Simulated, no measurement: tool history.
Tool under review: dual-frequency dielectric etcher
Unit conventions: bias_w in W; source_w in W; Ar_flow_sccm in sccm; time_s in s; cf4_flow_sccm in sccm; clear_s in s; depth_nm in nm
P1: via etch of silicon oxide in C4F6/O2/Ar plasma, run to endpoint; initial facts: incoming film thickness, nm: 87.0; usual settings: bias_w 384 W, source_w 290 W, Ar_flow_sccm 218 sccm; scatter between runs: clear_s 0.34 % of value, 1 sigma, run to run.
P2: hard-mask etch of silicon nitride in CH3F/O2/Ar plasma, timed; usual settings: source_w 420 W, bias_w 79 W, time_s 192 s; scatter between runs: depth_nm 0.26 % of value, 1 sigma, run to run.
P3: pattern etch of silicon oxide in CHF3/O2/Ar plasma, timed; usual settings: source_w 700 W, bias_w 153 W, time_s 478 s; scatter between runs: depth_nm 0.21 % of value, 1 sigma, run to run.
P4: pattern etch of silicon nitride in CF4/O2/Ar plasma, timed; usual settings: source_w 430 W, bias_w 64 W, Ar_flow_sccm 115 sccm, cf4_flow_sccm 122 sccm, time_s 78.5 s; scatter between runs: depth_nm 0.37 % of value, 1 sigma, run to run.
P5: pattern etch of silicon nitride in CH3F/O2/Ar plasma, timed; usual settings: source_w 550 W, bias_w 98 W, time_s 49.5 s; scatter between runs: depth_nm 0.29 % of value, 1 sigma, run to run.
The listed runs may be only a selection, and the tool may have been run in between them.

| run | hour | process | bias_w | source_w | Ar_flow_sccm | time_s | cf4_flow_sccm | clear_s | depth_nm |
|---|---|---|---|---|---|---|---|---|---|
| 1 | 6.9 | P1 | 384 | 290 | 218 |  |  | 23.249 |  |
| 2 | 15.7 | P3 | 153 | 700 |  | 605.5 |  |  | 1228.7 |
| 3 | 24.5 | P3 | 153 | 700 |  | 478 |  |  | 973.84 |
| 4 | 33.3 | P1 | 231 | 290 | 218 |  |  | 27.614 |  |
| 5 | 47 | P1 | 384 | 210 | 218 |  |  | 26.267 |  |
| 6 | 61.3 | P2 | 79 | 420 |  | 192 |  |  | 140.34 |
| 7 | 68.6 | P1 | 384 | 290 | 218 |  |  | 23.138 |  |
| 8 | 81.6 | P1 | 384 | 360 | 218 |  |  | 21.49 |  |
| 9 | 91.9 | P4 | 41 | 430 | 115 | 78.5 | 122 |  | 120.85 |
| 10 | 103.9 | P5 | 59 | 550 |  | 49.5 |  |  | 36.8 |
| 11 | 111.4 | P4 | 64 | 430 | 115 | 78.5 | 122 |  | 143.32 |
| 12 | 125 | P3 | 213 | 700 |  | 478 |  |  | 1090 |
| 13 | 135.7 | P2 | 79 | 280 |  | 192 |  |  | 120.37 |
| 14 | 149 | P4 | 64 | 430 | 86 | 78.5 | 122 |  | 146.6 |
| 15 | 160.5 | P1 | 384 | 290 | 288 |  |  | 23.916 |  |
| 16 | 166.8 | P2 | 79 | 420 |  | 192 |  |  | 139.9 |
| 17 | 176.8 | P2 | 79 | 420 |  | 279.5 |  |  | 203.52 |
| 18 | 183.4 | P1 | 384 | 190 | 291 |  |  | 27.99 |  |
|  | 186.4 | bias power generator calibrated |
| 19 | 192.1 | P1 | 384 | 290 | 218 |  |  | 23.269 |  |
| 20 | 202.2 | P1 | 384 | 290 | 218 |  |  | 23.177 |  |
| 21 | 209.7 | P4 | 64 | 430 | 115 | 78.5 | 88 |  | 137.66 |
| 22 | 220.2 | P4 | 64 | 430 | 115 | 57.5 | 122 |  | 104.06 |
| 23 | 234.4 | P1 | 384 | 290 | 218 |  |  | 23.211 |  |
| 24 | 241.3 | P5 | 98 | 320 |  | 49.5 |  |  | 36.021 |
| 25 | 251.3 | P4 | 64 | 270 | 115 | 78.5 | 122 |  | 95.105 |
| 26 | 259.4 | P3 | 153 | 430 |  | 478 |  |  | 806.16 |
| 27 | 265.8 | P1 | 384 | 290 | 156 |  |  | 22.365 |  |
| 28 | 276.1 | P5 | 98 | 550 |  | 49.5 |  |  | 43.508 |
| 29 | 283.8 | P1 | 494 | 340 | 218 |  |  | 19.899 |  |

The next listed run, before its measurement:
| 30 | 292.1 | P1 | 384 | 340 | 264 |  |  | ? |  |

clear_s: 22.342 s
